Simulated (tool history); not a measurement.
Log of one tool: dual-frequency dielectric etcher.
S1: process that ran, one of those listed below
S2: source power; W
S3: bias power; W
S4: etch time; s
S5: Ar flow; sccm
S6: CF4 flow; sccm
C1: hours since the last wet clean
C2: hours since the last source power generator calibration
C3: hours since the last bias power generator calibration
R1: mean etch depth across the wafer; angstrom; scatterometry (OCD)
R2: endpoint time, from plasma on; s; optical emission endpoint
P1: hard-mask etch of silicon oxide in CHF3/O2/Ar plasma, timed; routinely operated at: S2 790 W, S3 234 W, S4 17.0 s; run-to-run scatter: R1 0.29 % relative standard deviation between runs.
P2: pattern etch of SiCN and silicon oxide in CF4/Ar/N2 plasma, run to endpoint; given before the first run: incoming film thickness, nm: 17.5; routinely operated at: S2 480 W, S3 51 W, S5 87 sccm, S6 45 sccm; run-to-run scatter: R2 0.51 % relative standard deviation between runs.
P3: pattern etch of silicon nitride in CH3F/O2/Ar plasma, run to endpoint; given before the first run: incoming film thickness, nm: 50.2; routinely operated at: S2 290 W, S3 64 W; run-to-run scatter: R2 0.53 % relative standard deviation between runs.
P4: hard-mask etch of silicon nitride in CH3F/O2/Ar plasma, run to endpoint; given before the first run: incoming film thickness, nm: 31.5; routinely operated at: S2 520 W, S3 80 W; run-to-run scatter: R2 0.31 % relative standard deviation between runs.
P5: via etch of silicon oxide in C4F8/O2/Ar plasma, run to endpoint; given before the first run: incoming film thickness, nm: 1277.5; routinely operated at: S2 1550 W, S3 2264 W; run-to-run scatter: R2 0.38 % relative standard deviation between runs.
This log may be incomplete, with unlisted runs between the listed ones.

run	hour	S1	S2	S3	S4	S5	S6	C1	C2	C3	R1	R2
1	9.1	P1	790	234	17.0			446.4	628.0	838.7	400.19	
2	14.6	P3	290	64				451.9	633.5	844.2		83.976
3	22.3	P4	520	80				459.6	641.2	851.9		41.050
4	30.7	P4	520	80				468.0	649.6	860.3		40.770
# hour 33.5: source power generator calibrated
5	36.3	P5	1000	2264				473.6	2.9	865.9		327.280
6	46.1	P2	480	51		60	45	483.4	12.7	875.7		20.356
7	54.1	P5	1550	2264				491.4	20.7	883.7		275.070
8	63.5	P1	790	291	17.0			500.8	30.1	893.1	431.23	
9	68.9	P3	290	64				506.2	35.5	898.5		84.192
10	75.9	P3	230	64				513.2	42.5	905.5		92.324
11	81.7	P5	1550	2264				519.0	48.3	911.3		276.340
12	89.0	P1	790	234	17.0			526.3	55.6	918.6	396.81	
13	93.8	P2	480	31		87	45	531.1	60.4	923.4		25.351
14	100.4	P5	1550	1739				537.7	67.0	930.0		297.570
15	107.8	P1	790	234	17.0			545.1	74.4	937.4	398.16	
16	113.7	P1	460	234	17.0			551.0	80.3	943.3	325.24	
17	124.1	P1	790	186	10.5			561.4	90.7	953.7	227.99	
18	128.9	P1	790	140	17.0			566.2	95.5	958.5	336.47	
19	138.7	P1	1020	234	17.0			576.0	105.3	968.3	438.67	
20	144.2	P4	370	80				581.5	110.8	973.8		46.628
21	154.2	P2	610	51		87	45	591.5	120.8	983.8		17.473
# hour 156.2: wet clean of the chamber
22	159.7	P1	790	234	25.5			3.5	126.3	989.3	597.85	
23	167.0	P2	480	51		87	45	10.8	133.6	996.6		21.714
24	175.7	P1	790	234	17.0			19.5	142.3	1005.3	396.20	
25	184.7	P2	480	51		87	57	28.5	151.3	1014.3		20.862
26	195.1	P1	790	234	17.0			38.9	161.7	1024.7	398.74	
27	205.4	P1	790	234	13.0			49.2	172.0	1035.0	305.84	
28	212.4	P4	520	53				56.2	179.0	1042.0		46.827
29	218.5	P3	290	87				62.3	185.1	1048.1		76.146
30	226.4	P1	790	234	17.0			70.2	193.0	1056.0	399.18	
31	232.4	P1	790	234	17.0			76.2	199.0	1062.0	399.18	
32	240.6	P1	790	234	17.0			84.4	207.2	1070.2	401.61	
33	249.1	P1	790	234	17.0			92.9	215.7	1078.7	403.73	
34	254.4	P1	790	234	17.0			98.2	221.0	1084.0	402.35	
35	264.2	P1	790	234	17.0			108.0	230.8	1093.8	404.82	
# hour 265.0: wet clean of the chamber
36	270.8	P1	790	234	17.0			5.8	237.4	1100.4	405.14	
37	278.9	P1	790	234	17.0			13.9	245.5	1108.5	403.44	
38	287.8	P1	790	234	17.0			22.8	254.4	1117.4	405.37	

Compared with where it was, what P1 gives has crept away. Each cause listed below fits the log as well as the rest, at the size given for it:
A: source power that arrives over what is set, % = 3.94
B: bias power that arrives over what is set, % = 4.29
The creep began at about hour 226.4.
Other possible causes, and why each is ruled out:
chamber walls in a state that raises the etch rate, %: its service at hour 265.0 followed the start of the drift and did not put the process back to its old value

Which of the check runs below tells the causes apart, meaning the causes would give it clearly different results? Each run uses 3 wafers whose results are averaged, and each result is shown as a question mark.
check 1	296.7	P5	1550	2264								?
check 2	296.7	P3	290	64								?
check 3	296.7	P2	480	51		87	45					?
check 4	296.7	P4	520	80								?

How each check would come out, cause by cause:
check	result	if A	if B
check 1	R2	271.660	272.380
check 2	R2	82.936	82.955
check 3	R2	21.007	21.442
check 4	R2	40.257	40.263
Smallest distance between any two causes, each pair judged by its most separating result, in per cent: check 1 0.26 %; check 2 0.02 %; check 3 2.05 %; check 4 0.01 %
The other checks would show nearly matching results whichever cause is true, so check 3 is the only one that separates the causes.

With check 3 done, the readings were: R2 21.432 s. Identify which of the listed causes applies.

It was cause B: bias power that arrives over what is set, %.
